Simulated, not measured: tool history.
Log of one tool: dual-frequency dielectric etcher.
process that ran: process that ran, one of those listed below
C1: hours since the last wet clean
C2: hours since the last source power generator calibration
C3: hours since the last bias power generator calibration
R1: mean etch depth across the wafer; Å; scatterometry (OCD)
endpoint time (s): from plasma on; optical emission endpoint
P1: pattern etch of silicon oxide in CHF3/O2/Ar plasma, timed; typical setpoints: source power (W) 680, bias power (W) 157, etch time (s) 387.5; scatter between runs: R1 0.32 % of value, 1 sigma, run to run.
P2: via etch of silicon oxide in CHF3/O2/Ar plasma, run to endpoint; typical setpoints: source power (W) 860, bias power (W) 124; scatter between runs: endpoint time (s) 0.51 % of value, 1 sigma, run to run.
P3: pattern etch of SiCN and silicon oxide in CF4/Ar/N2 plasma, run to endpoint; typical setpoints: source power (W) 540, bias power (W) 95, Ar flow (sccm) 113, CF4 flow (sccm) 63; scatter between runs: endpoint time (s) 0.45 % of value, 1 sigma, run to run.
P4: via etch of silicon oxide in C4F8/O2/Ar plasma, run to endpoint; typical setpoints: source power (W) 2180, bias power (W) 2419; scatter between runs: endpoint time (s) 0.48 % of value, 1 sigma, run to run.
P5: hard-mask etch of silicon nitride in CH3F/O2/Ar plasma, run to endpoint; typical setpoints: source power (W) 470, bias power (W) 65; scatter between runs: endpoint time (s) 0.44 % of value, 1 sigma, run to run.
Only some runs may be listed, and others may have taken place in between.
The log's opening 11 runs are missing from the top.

run 12 hour=115.8 | process_that_ran=P3 source_power_(W)=540 bias_power_(W)=95 Ar_flow_(sccm)=73 CF4_flow_(sccm)=63 | C1=563.9 C2=559.6 C3=58 | endpoint_time_(s)=15.858
run 13 hour=121.7 | process_that_ran=P1 source_power_(W)=680 bias_power_(W)=157 etch_time_(s)=387.5 | C1=569.8 C2=565.5 C3=63.9 | R1=7744.2
run 14 hour=131.8 | process_that_ran=P1 source_power_(W)=680 bias_power_(W)=112 etch_time_(s)=387.5 | C1=579.9 C2=575.6 C3=74 | R1=6950.9
run 15 hour=139.9 | process_that_ran=P4 source_power_(W)=3030 bias_power_(W)=2419 | C1=588 C2=583.7 C3=82.1 | endpoint_time_(s)=225.66
run 16 hour=147.6 | process_that_ran=P1 source_power_(W)=680 bias_power_(W)=157 etch_time_(s)=387.5 | C1=595.7 C2=591.4 C3=89.8 | R1=7726
run 17 hour=156 | process_that_ran=P1 source_power_(W)=440 bias_power_(W)=157 etch_time_(s)=275 | C1=604.1 C2=599.8 C3=98.2 | R1=4611.3
run 18 hour=162 | process_that_ran=P3 source_power_(W)=690 bias_power_(W)=95 Ar_flow_(sccm)=113 CF4_flow_(sccm)=63 | C1=610.1 C2=605.8 C3=104.2 | endpoint_time_(s)=13.628
run 19 hour=174 | process_that_ran=P1 source_power_(W)=940 bias_power_(W)=157 etch_time_(s)=387.5 | C1=622.1 C2=617.8 C3=116.2 | R1=8747.4
run 20 hour=185.8 | process_that_ran=P1 source_power_(W)=680 bias_power_(W)=157 etch_time_(s)=520 | C1=633.9 C2=629.6 C3=128 | R1=10362
run 21 hour=192.2 | process_that_ran=P2 source_power_(W)=860 bias_power_(W)=124 | C1=640.3 C2=636 C3=134.4 | endpoint_time_(s)=379.37
run 22 hour=197.9 | process_that_ran=P2 source_power_(W)=860 bias_power_(W)=163 | C1=646 C2=641.7 C3=140.1 | endpoint_time_(s)=350.49
run 23 hour=208.6 | process_that_ran=P4 source_power_(W)=2180 bias_power_(W)=2419 | C1=656.7 C2=652.4 C3=150.8 | endpoint_time_(s)=258.52
run 24 hour=217 | process_that_ran=P1 source_power_(W)=520 bias_power_(W)=157 etch_time_(s)=387.5 | C1=665.1 C2=660.8 C3=159.2 | R1=6977.2
run 25 hour=224.3 | process_that_ran=P4 source_power_(W)=2180 bias_power_(W)=2929 | C1=672.4 C2=668.1 C3=166.5 | endpoint_time_(s)=242.51
run 26 hour=234.2 | process_that_ran=P5 source_power_(W)=470 bias_power_(W)=85 | C1=682.3 C2=678 C3=176.4 | endpoint_time_(s)=74.736
run 27 hour=242 | process_that_ran=P1 source_power_(W)=680 bias_power_(W)=217 etch_time_(s)=387.5 | C1=690.1 C2=685.8 C3=184.2 | R1=8584.1
run 28 hour=251.2 | process_that_ran=P5 source_power_(W)=470 bias_power_(W)=65 | C1=699.3 C2=695 C3=193.4 | endpoint_time_(s)=82.239
run 29 hour=262.5 | process_that_ran=P5 source_power_(W)=470 bias_power_(W)=65 | C1=710.6 C2=706.3 C3=204.7 | endpoint_time_(s)=82.67
run 30 hour=270.3 | process_that_ran=P1 source_power_(W)=680 bias_power_(W)=157 etch_time_(s)=387.5 | C1=718.4 C2=714.1 C3=212.5 | R1=7742.6
run 31 hour=282.9 | process_that_ran=P1 source_power_(W)=680 bias_power_(W)=157 etch_time_(s)=387.5 | C1=731 C2=726.7 C3=225.1 | R1=7674.9
run 32 hour=293.7 | process_that_ran=P1 source_power_(W)=680 bias_power_(W)=157 etch_time_(s)=387.5 | C1=741.8 C2=737.5 C3=235.9 | R1=7622.4
run 33 hour=301.3 | process_that_ran=P1 source_power_(W)=680 bias_power_(W)=157 etch_time_(s)=387.5 | C1=749.4 C2=745.1 C3=243.5 | R1=7630.5
run 34 hour=307.7 | process_that_ran=P1 source_power_(W)=680 bias_power_(W)=157 etch_time_(s)=387.5 | C1=755.8 C2=751.5 C3=249.9 | R1=7619.2
-- hour=310.3 wet clean of the chamber
run 35 hour=314.5 | process_that_ran=P1 source_power_(W)=680 bias_power_(W)=157 etch_time_(s)=387.5 | C1=4.3 C2=758.3 C3=256.7 | R1=7620.9

Predict the results of run 36:
run 36 hour=321.3 | process_that_ran=P1 source_power_(W)=680 bias_power_(W)=157 etch_time_(s)=387.5 | C1=11.1 C2=765.1 C3=263.5 | R1=?

{"run 36": {"R1": 7608.7}}
